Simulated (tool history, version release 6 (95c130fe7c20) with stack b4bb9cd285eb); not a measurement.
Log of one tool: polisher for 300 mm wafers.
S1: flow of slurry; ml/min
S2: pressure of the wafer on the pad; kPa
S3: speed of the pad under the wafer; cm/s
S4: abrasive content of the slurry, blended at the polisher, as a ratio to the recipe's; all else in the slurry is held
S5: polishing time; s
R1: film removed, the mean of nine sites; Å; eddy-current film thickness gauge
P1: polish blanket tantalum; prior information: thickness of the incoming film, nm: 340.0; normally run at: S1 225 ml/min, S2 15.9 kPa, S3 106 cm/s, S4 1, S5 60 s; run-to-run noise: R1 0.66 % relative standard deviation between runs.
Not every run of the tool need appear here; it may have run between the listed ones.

run 1 hour=9.3 | S1=225 S2=15.9 S3=106 S4=1 S5=60 | R1=976.02
run 2 hour=26.7 | S1=225 S2=15.9 S3=106 S4=1 S5=60 | R1=971.44
run 3 hour=41.7 | S1=225 S2=15.9 S3=106 S4=0.7 S5=60 | R1=859.48
run 4 hour=51.1 | S1=225 S2=15.9 S3=106 S4=1.5 S5=60 | R1=1061.7
run 5 hour=68.5 | S1=225 S2=15.9 S3=106 S4=1 S5=29 | R1=467.05
run 6 hour=86.6 | S1=225 S2=9 S3=106 S4=1 S5=60 | R1=550.75
run 7 hour=95.1 | S1=225 S2=15.9 S3=106 S4=1 S5=60 | R1=968.15
run 8 hour=109.8 | S1=135 S2=15.9 S3=106 S4=1 S5=60 | R1=896.64
run 9 hour=121.7 | S1=225 S2=15.9 S3=106 S4=1 S5=60 | R1=960.49
run 10 hour=131.3 | S1=225 S2=15.9 S3=106 S4=1.3 S5=44 | R1=759.12
run 11 hour=139.6 | S1=225 S2=15.9 S3=106 S4=1 S5=60 | R1=966.64
run 12 hour=150.2 | S1=225 S2=21.4 S3=106 S4=1 S5=60 | R1=1303.4
run 13 hour=165.9 | S1=225 S2=15.9 S3=106 S4=1 S5=60 | R1=965.99
-- hour=178.3 slurry nozzle cleaned
run 14 hour=184.2 | S1=335 S2=15.9 S3=106 S4=1 S5=60 | R1=993.27
run 15 hour=194.9 | S1=225 S2=15.9 S3=140 S4=1 S5=34 | R1=715.78
run 16 hour=203.8 | S1=225 S2=15.9 S3=106 S4=1 S5=60 | R1=956.7
run 17 hour=216.8 | S1=275 S2=15.9 S3=146 S4=1 S5=60 | R1=1355.6
run 18 hour=229.2 | S1=225 S2=15.9 S3=48 S4=1 S5=60 | R1=435.38
run 19 hour=243.4 | S1=225 S2=15.9 S3=106 S4=1 S5=91 | R1=1462.4
run 20 hour=257.7 | S1=225 S2=15.9 S3=168 S4=1 S5=60 | R1=1545.9
run 21 hour=274.8 | S1=225 S2=15.9 S3=106 S4=1 S5=60 | R1=955.95
run 22 hour=290.3 | S1=225 S2=15.9 S3=106 S4=1 S5=60 | R1=944.27
run 23 hour=303.8 | S1=225 S2=15.9 S3=106 S4=1 S5=60 | R1=931.35
run 24 hour=321.8 | S1=225 S2=15.9 S3=106 S4=1 S5=60 | R1=915.36
-- hour=331.9 head pressure recalibrated
run 25 hour=337.3 | S1=225 S2=15.9 S3=106 S4=1 S5=60 | R1=904.95
run 26 hour=347.8 | S1=225 S2=15.9 S3=106 S4=1 S5=60 | R1=904.44
-- hour=356.5 slurry blender recalibrated
run 27 hour=360.4 | S1=225 S2=15.9 S3=106 S4=1 S5=60 | R1=912.58
run 28 hour=368.6 | S1=225 S2=15.9 S3=106 S4=1 S5=60 | R1=897.63
run 29 hour=379.3 | S1=225 S2=15.9 S3=106 S4=1 S5=60 | R1=897.88
run 30 hour=388.4 | S1=225 S2=15.9 S3=106 S4=1 S5=60 | R1=894.34
run 31 hour=404.4 | S1=225 S2=15.9 S3=106 S4=1 S5=60 | R1=891.92

Compared with where it was, what P1 gives has crept away. Each cause listed below fits the log as well as the rest, at the size given for it:
A: removal rate lost through wear of the pad, % = 7.37
B: slurry flow missing at the pad, % = 39.9
The onset of the drift is placed at about hour 274.8.
Each remaining cause and why it is not a fit:
head's pressure below its setpoint, %: was serviced at hour 331.9, once the creep was under way, yet the earlier output never came back
abrasive missing from the slurry, %: was serviced at hour 356.5, once the creep was under way, yet the earlier output never came back

The 4 check runs listed below each average the results of 5 wafers, and their outcomes are marked with question marks. Under which run would the listed causes produce clearly different results?
run check 1 hour=420.4 | S1=225 S2=9.7 S3=106 S4=1 S5=60 | R1=?
run check 2 hour=420.4 | S1=225 S2=11.7 S3=106 S4=1.2 S5=60 | R1=?
run check 3 hour=420.4 | S1=170 S2=15.9 S3=106 S4=1 S5=80 | R1=?
run check 4 hour=420.4 | S1=225 S2=11 S3=106 S4=1 S5=81 | R1=?

Check results expected under each cause:
check=check_1 result=R1 if_A=544.75 if_B=544.67
check=check_2 result=R1 if_A=694.56 if_B=694.45
check=check_3 result=R1 if_A=1149.1 if_B=1123.3
check=check_4 result=R1 if_A=840.48 if_B=840.34
Smallest distance between any two causes, each pair judged by its most separating result, in per cent: check 1 0.02 %; check 2 0.02 %; check 3 2.27 %; check 4 0.02 %
Check 3 tells the causes apart: in the others they would give nearly the same result.

Then check 3 was run and gave: R1 1122.1 Å. Which cause is it?

Of the candidate causes, it is B: slurry flow missing at the pad, %.
